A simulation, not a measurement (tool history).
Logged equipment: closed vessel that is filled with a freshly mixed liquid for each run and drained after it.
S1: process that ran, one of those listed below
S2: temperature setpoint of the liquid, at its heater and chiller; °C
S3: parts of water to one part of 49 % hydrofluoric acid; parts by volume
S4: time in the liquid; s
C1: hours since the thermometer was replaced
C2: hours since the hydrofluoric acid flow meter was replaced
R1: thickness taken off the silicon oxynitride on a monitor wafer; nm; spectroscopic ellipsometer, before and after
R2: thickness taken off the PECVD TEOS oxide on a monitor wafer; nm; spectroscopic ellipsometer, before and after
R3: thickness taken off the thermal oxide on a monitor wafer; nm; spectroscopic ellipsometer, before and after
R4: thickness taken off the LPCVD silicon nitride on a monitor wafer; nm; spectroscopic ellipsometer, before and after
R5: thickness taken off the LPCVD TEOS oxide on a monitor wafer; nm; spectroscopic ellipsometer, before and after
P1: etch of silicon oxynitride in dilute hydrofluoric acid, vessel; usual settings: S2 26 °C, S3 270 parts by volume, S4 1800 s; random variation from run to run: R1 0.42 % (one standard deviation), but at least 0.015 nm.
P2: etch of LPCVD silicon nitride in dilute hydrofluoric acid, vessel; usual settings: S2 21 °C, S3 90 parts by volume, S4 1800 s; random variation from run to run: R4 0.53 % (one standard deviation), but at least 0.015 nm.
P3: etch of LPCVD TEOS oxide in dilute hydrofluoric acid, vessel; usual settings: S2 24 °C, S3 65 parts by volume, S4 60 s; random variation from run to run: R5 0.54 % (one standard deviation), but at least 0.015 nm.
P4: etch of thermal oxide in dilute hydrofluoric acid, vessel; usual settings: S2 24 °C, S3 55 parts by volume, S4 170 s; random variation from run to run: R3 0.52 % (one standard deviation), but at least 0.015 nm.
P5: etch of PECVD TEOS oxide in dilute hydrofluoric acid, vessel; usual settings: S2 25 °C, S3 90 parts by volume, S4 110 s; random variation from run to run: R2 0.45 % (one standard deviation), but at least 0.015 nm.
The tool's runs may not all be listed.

{"run": 1, "hour": 6.3, "S1": "P1", "S2": 26, "S3": 270, "S4": 1800, "C1": 336.9, "C2": 551, "R1": 9.2344}
{"run": 2, "hour": 12.3, "S1": "P5", "S2": 20, "S3": 90, "S4": 110, "C1": 342.9, "C2": 557, "R2": 17.457}
{"run": 3, "hour": 19.0, "S1": "P4", "S2": 24, "S3": 55, "S4": 170, "C1": 349.6, "C2": 563.7, "R3": 16.037}
{"run": 4, "hour": 30.5, "S1": "P2", "S2": 21, "S3": 150, "S4": 1800, "C1": 361.1, "C2": 575.2, "R4": 4.7277}
{"run": 5, "hour": 37.1, "S1": "P1", "S2": 26, "S3": 145, "S4": 1800, "C1": 367.7, "C2": 581.8, "R1": 18.888}
{"run": 6, "hour": 45.1, "S1": "P2", "S2": 21, "S3": 90, "S4": 1800, "C1": 375.7, "C2": 589.8, "R4": 7.7351}
{"run": 7, "hour": 55.8, "S1": "P1", "S2": 26, "S3": 270, "S4": 1800, "C1": 386.4, "C2": 600.5, "R1": 9.1437}
{"run": 8, "hour": 62.8, "S1": "P5", "S2": 25, "S3": 90, "S4": 110, "C1": 393.4, "C2": 607.5, "R2": 21.304}
{"run": 9, "hour": 71.8, "S1": "P1", "S2": 20.5, "S3": 270, "S4": 1800, "C1": 402.4, "C2": 616.5, "R1": 7.2866}
{"run": 10, "hour": 81.8, "S1": "P5", "S2": 25, "S3": 90, "S4": 30, "C1": 412.4, "C2": 626.5, "R2": 5.7988}
{"run": 11, "hour": 90.7, "S1": "P1", "S2": 26, "S3": 120, "S4": 925, "C1": 421.3, "C2": 635.4, "R1": 12.029}
{"run": 12, "hour": 99.8, "S1": "P3", "S2": 24, "S3": 65, "S4": 60, "C1": 430.4, "C2": 644.5, "R5": 47.787}
{"run": 13, "hour": 110.7, "S1": "P1", "S2": 26, "S3": 270, "S4": 1800, "C1": 441.3, "C2": 655.4, "R1": 9.1444}
{"run": 14, "hour": 119.9, "S1": "P3", "S2": 24, "S3": 100, "S4": 60, "C1": 450.5, "C2": 664.6, "R5": 29.761}
{"run": 15, "hour": 129.4, "S1": "P5", "S2": 25, "S3": 90, "S4": 110, "C1": 460, "C2": 674.1, "R2": 21.525}
{"run": 16, "hour": 138.4, "S1": "P2", "S2": 28, "S3": 90, "S4": 1800, "C1": 469, "C2": 683.1, "R4": 12.214}
{"run": 17, "hour": 146.5, "S1": "P1", "S2": 26, "S3": 270, "S4": 1800, "C1": 477.1, "C2": 691.2, "R1": 9.1429}
{"run": 18, "hour": 157.9, "S1": "P3", "S2": 24, "S3": 65, "S4": 30, "C1": 488.5, "C2": 702.6, "R5": 23.712}
{"run": 19, "hour": 163.4, "S1": "P4", "S2": 24, "S3": 55, "S4": 330, "C1": 494, "C2": 708.1, "R3": 31.378}
{"run": 20, "hour": 173.6, "S1": "P1", "S2": 26, "S3": 405, "S4": 1800, "C1": 504.2, "C2": 718.3, "R1": 5.5136}
{"run": 21, "hour": 179.7, "S1": "P3", "S2": 24, "S3": 65, "S4": 60, "C1": 510.3, "C2": 724.4, "R5": 47.715}
{"run": 22, "hour": 188.9, "S1": "P1", "S2": 26, "S3": 270, "S4": 1800, "C1": 519.5, "C2": 733.6, "R1": 9.1598}
{"run": 23, "hour": 197.7, "S1": "P1", "S2": 31, "S3": 270, "S4": 1800, "C1": 528.3, "C2": 742.4, "R1": 11.304}
{"run": 24, "hour": 204.5, "S1": "P4", "S2": 24, "S3": 55, "S4": 170, "C1": 535.1, "C2": 749.2, "R3": 16.068}
{"run": 25, "hour": 214.5, "S1": "P3", "S2": 17, "S3": 65, "S4": 60, "C1": 545.1, "C2": 759.2, "R5": 35.622}
{"run": 26, "hour": 225.8, "S1": "P4", "S2": 24, "S3": 95, "S4": 170, "C1": 556.4, "C2": 770.5, "R3": 8.8534}
{"run": 27, "hour": 235.4, "S1": "P4", "S2": 18.5, "S3": 55, "S4": 170, "C1": 566, "C2": 780.1, "R3": 12.773}
{"run": 28, "hour": 242.5, "S1": "P1", "S2": 26, "S3": 270, "S4": 3535, "C1": 573.1, "C2": 787.2, "R1": 17.934}

For run 29, what comes out?
{"run": 29, "hour": 250.8, "S1": "P5", "S2": 25, "S3": 155, "S4": 110, "C1": 581.4, "C2": 795.5, "R2": "?"}

R2: 11.472 nm
